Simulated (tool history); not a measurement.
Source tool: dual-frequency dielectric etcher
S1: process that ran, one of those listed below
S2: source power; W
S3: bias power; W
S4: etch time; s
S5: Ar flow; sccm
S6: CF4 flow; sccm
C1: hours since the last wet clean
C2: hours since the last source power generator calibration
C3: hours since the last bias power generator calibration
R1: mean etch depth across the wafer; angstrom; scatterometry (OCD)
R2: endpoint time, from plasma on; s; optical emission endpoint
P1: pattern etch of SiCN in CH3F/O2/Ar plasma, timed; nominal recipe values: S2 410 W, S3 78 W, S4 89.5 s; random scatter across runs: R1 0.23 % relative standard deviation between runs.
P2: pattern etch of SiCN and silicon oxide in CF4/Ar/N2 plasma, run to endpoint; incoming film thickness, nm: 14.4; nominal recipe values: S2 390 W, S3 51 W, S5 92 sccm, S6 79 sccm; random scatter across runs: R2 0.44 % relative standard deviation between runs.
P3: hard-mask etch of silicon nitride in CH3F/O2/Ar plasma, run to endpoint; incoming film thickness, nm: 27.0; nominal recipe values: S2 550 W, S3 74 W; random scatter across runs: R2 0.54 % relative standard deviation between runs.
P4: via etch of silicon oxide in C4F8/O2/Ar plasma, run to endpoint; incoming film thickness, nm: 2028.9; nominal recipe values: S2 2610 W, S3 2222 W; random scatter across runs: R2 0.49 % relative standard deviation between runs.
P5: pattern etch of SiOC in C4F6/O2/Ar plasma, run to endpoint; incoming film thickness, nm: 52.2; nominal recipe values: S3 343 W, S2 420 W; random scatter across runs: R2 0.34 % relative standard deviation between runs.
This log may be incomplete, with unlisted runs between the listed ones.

Run 1, hour 5.4: S1 P1, S2 410 W, S3 78 W, S4 89.5 s; C1 107.9; C2 1885.9; C3 1782.2. Result: R1 366.73 angstrom.
Run 2, hour 13.0: S1 P1, S2 410 W, S3 52 W, S4 89.5 s; C1 115.5; C2 1893.5; C3 1789.8. Result: R1 317.92 angstrom.
Run 3, hour 18.5: S1 P1, S2 410 W, S3 78 W, S4 89.5 s; C1 121.0; C2 1899.0; C3 1795.3. Result: R1 365.74 angstrom.
At hour 19.9: wet clean of the chamber.
Run 4, hour 26.0: S1 P5, S2 420 W, S3 201 W; C1 6.2; C2 1906.5; C3 1802.8. Result: R2 22.870 s.
Run 5, hour 32.3: S1 P2, S2 390 W, S3 34 W, S5 92 sccm, S6 79 sccm; C1 12.5; C2 1912.8; C3 1809.1. Result: R2 23.020 s.
Run 6, hour 39.1: S1 P1, S2 410 W, S3 78 W, S4 89.5 s; C1 19.3; C2 1919.6; C3 1815.9. Result: R1 365.95 angstrom.
Run 7, hour 42.7: S1 P1, S2 410 W, S3 57 W, S4 59.5 s; C1 22.9; C2 1923.2; C3 1819.5. Result: R1 218.52 angstrom.
Run 8, hour 50.3: S1 P3, S2 550 W, S3 46 W; C1 30.5; C2 1930.8; C3 1827.1. Result: R2 39.570 s.
Run 9, hour 54.2: S1 P3, S2 550 W, S3 74 W; C1 34.4; C2 1934.7; C3 1831.0. Result: R2 33.812 s.
Run 10, hour 58.3: S1 P1, S2 540 W, S3 78 W, S4 49.0 s; C1 38.5; C2 1938.8; C3 1835.1. Result: R1 221.72 angstrom.
Run 11, hour 64.1: S1 P4, S2 2610 W, S3 2222 W; C1 44.3; C2 1944.6; C3 1840.9. Result: R2 342.970 s.
Run 12, hour 68.4: S1 P1, S2 410 W, S3 78 W, S4 89.5 s; C1 48.6; C2 1948.9; C3 1845.2. Result: R1 365.70 angstrom.
Run 13, hour 75.3: S1 P3, S2 670 W, S3 74 W; C1 55.5; C2 1955.8; C3 1852.1. Result: R2 31.231 s.
Run 14, hour 79.6: S1 P1, S2 410 W, S3 78 W, S4 89.5 s; C1 59.8; C2 1960.1; C3 1856.4. Result: R1 365.55 angstrom.
Run 15, hour 85.7: S1 P2, S2 460 W, S3 51 W, S5 92 sccm, S6 79 sccm; C1 65.9; C2 1966.2; C3 1862.5. Result: R2 17.503 s.
Run 16, hour 92.8: S1 P1, S2 550 W, S3 78 W, S4 107.0 s; C1 73.0; C2 1973.3; C3 1869.6. Result: R1 488.83 angstrom.
Run 17, hour 100.3: S1 P1, S2 410 W, S3 97 W, S4 89.5 s; C1 80.5; C2 1980.8; C3 1877.1. Result: R1 396.47 angstrom.
Run 18, hour 108.1: S1 P1, S2 410 W, S3 78 W, S4 89.5 s; C1 88.3; C2 1988.6; C3 1884.9. Result: R1 366.87 angstrom.
Run 19, hour 112.2: S1 P2, S2 390 W, S3 51 W, S5 92 sccm, S6 79 sccm; C1 92.4; C2 1992.7; C3 1889.0. Result: R2 20.582 s.
Run 20, hour 115.8: S1 P4, S2 2610 W, S3 2222 W; C1 96.0; C2 1996.3; C3 1892.6. Result: R2 341.150 s.
Run 21, hour 120.3: S1 P4, S2 2610 W, S3 1805 W; C1 100.5; C2 2000.8; C3 1897.1. Result: R2 361.300 s.
Run 22, hour 128.1: S1 P1, S2 340 W, S3 78 W, S4 89.5 s; C1 108.3; C2 2008.6; C3 1904.9. Result: R1 341.69 angstrom.
Run 23, hour 134.7: S1 P1, S2 410 W, S3 78 W, S4 111.0 s; C1 114.9; C2 2015.2; C3 1911.5. Result: R1 455.00 angstrom.
Run 24, hour 140.2: S1 P1, S2 550 W, S3 78 W, S4 89.5 s; C1 120.4; C2 2020.7; C3 1917.0. Result: R1 409.34 angstrom.
Run 25, hour 146.2: S1 P2, S2 390 W, S3 51 W, S5 71 sccm, S6 79 sccm; C1 126.4; C2 2026.7; C3 1923.0. Result: R2 19.792 s.
Run 26, hour 151.7: S1 P2, S2 390 W, S3 51 W, S5 92 sccm, S6 109 sccm; C1 131.9; C2 2032.2; C3 1928.5. Result: R2 19.752 s.
Run 27, hour 155.9: S1 P1, S2 410 W, S3 78 W, S4 49.0 s; C1 136.1; C2 2036.4; C3 1932.7. Result: R1 200.06 angstrom.
Run 28, hour 161.7: S1 P4, S2 3110 W, S3 2222 W; C1 141.9; C2 2042.2; C3 1938.5. Result: R2 320.970 s.
Run 29, hour 167.0: S1 P5, S2 420 W, S3 343 W; C1 147.2; C2 2047.5; C3 1943.8. Result: R2 19.043 s.
Run 30, hour 172.7: S1 P5, S2 300 W, S3 343 W; C1 152.9; C2 2053.2; C3 1949.5. Result: R2 21.667 s.
Run 31, hour 177.1: S1 P2, S2 390 W, S3 51 W, S5 92 sccm, S6 79 sccm; C1 157.3; C2 2057.6; C3 1953.9. Result: R2 20.556 s.
Run 32, hour 182.7: S1 P1, S2 410 W, S3 78 W, S4 89.5 s; C1 162.9; C2 2063.2; C3 1959.5. Result: R1 366.95 angstrom.
Run 33, hour 189.9: S1 P1, S2 410 W, S3 78 W, S4 89.5 s; C1 170.1; C2 2070.4; C3 1966.7. Result: R1 363.89 angstrom.
Run 34, hour 193.8: S1 P1, S2 410 W, S3 78 W, S4 89.5 s; C1 174.0; C2 2074.3; C3 1970.6. Result: R1 362.34 angstrom.
Run 35, hour 199.3: S1 P1, S2 410 W, S3 78 W, S4 89.5 s; C1 179.5; C2 2079.8; C3 1976.1. Result: R1 361.65 angstrom.
At hour 200.1: wet clean of the chamber.
Run 36, hour 203.7: S1 P1, S2 410 W, S3 78 W, S4 89.5 s; C1 3.7; C2 2084.2; C3 1980.5. Result: R1 360.09 angstrom.
Run 37, hour 209.6: S1 P1, S2 410 W, S3 78 W, S4 89.5 s; C1 9.6; C2 2090.1; C3 1986.4. Result: R1 360.15 angstrom.
Run 38, hour 215.2: S1 P1, S2 410 W, S3 78 W, S4 89.5 s; C1 15.2; C2 2095.7; C3 1992.0. Result: R1 359.88 angstrom.

Compared with where it was, what P1 gives has crept away. Each cause listed below fits the log as well as the rest, at the size given for it:
A: bias power that arrives under what is set, % = 4.29
B: source power that arrives under what is set, % = 4.1
The creep began at about hour 182.7.
The rest of the possible causes, and what rules out each one:
chamber walls in a state that lowers the etch rate, %: serviced after onset, at hour 200.1, with no recovery of the prior output

4 check runs are offered, each on 2 wafers whose results are averaged, their results left as question marks. Which one tells the causes apart?
Run check 1, hour 220.8: S1 P3, S2 550 W, S3 74 W. Result: R2 ?.
Run check 2, hour 220.8: S1 P4, S2 2610 W, S3 2222 W. Result: R2 ?.
Run check 3, hour 220.8: S1 P5, S2 420 W, S3 343 W. Result: R2 ?.
Run check 4, hour 220.8: S1 P2, S2 390 W, S3 51 W, S5 92 sccm, S6 79 sccm. Result: R2 ?.

Predicted outcomes, by check and by cause:
  check  result     if A     if B
check 1      R2   34.343   34.387
check 2      R2  347.330  348.790
check 3      R2   19.394   19.402
check 4      R2   20.796   21.303
Gap, in per cent, between the two causes that each check separates least, read from the result that separates them most: check 1 0.13 %; check 2 0.42 %; check 3 0.04 %; check 4 2.41 %
Only in check 4 would the causes give clearly different results; in the remaining checks their results would be nearly the same.

Check 4 was then run and gave: R2 21.337 s. Which cause is it?

The correct cause is B, namely: source power that arrives under what is set, %.

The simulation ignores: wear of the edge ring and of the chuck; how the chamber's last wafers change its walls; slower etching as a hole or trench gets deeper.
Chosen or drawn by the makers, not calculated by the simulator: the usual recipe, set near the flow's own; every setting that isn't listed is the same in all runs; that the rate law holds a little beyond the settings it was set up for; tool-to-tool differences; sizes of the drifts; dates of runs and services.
